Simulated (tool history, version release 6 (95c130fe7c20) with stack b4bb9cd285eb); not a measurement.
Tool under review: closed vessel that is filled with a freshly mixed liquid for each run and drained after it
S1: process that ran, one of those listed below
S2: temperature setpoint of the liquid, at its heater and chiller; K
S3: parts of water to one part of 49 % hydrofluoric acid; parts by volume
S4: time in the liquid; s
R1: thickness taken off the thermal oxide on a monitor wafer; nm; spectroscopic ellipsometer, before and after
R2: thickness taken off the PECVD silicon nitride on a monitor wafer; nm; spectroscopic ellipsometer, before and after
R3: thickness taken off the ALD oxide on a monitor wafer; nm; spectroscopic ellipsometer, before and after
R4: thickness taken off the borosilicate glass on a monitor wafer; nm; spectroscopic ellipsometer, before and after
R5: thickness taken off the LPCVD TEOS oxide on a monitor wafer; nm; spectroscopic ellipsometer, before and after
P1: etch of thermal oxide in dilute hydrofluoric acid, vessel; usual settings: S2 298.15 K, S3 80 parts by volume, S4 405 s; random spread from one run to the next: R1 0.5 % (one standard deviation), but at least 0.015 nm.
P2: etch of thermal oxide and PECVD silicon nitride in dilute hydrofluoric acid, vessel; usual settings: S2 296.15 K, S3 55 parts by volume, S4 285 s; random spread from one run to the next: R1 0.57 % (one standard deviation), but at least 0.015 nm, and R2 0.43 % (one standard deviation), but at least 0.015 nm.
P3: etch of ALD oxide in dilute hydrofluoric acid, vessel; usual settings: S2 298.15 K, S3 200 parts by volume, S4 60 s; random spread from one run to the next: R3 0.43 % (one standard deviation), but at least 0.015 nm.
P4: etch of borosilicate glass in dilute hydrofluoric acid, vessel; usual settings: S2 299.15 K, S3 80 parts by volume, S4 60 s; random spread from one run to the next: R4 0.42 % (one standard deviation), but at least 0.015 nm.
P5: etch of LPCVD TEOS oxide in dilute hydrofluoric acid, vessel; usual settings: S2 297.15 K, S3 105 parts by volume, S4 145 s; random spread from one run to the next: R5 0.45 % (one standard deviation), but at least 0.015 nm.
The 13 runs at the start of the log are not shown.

run,hour,S1,S2,S3,S4,R1,R2,R3,R4,R5
14,63.8,P3,298.15,40,60,,,39.586,,
15,67.6,P1,298.15,45,670,80.842,,,,
16,74.4,P1,298.15,80,405,26.458,,,,
17,79.3,P5,297.15,105,30,,,,,4.8686
18,84.9,P4,299.15,80,90,,,,33.987,
19,89.8,P3,302.65,200,60,,,7.6532,,
20,94.8,P1,298.15,80,30,1.9674,,,,
21,97.9,P5,304.65,105,145,,,,,30.962
22,102.9,P1,305.15,80,405,34.764,,,,
23,108.5,P4,307.15,80,60,,,,31.046,
24,112.6,P2,296.15,20,285,71.136,21.256,,,
25,117.1,P1,298.15,125,405,15.941,,,,

Forecast run 26:
26,123.9,P4,299.15,25,60,,,,?,

{"run 26": {"R4": 78.672}}
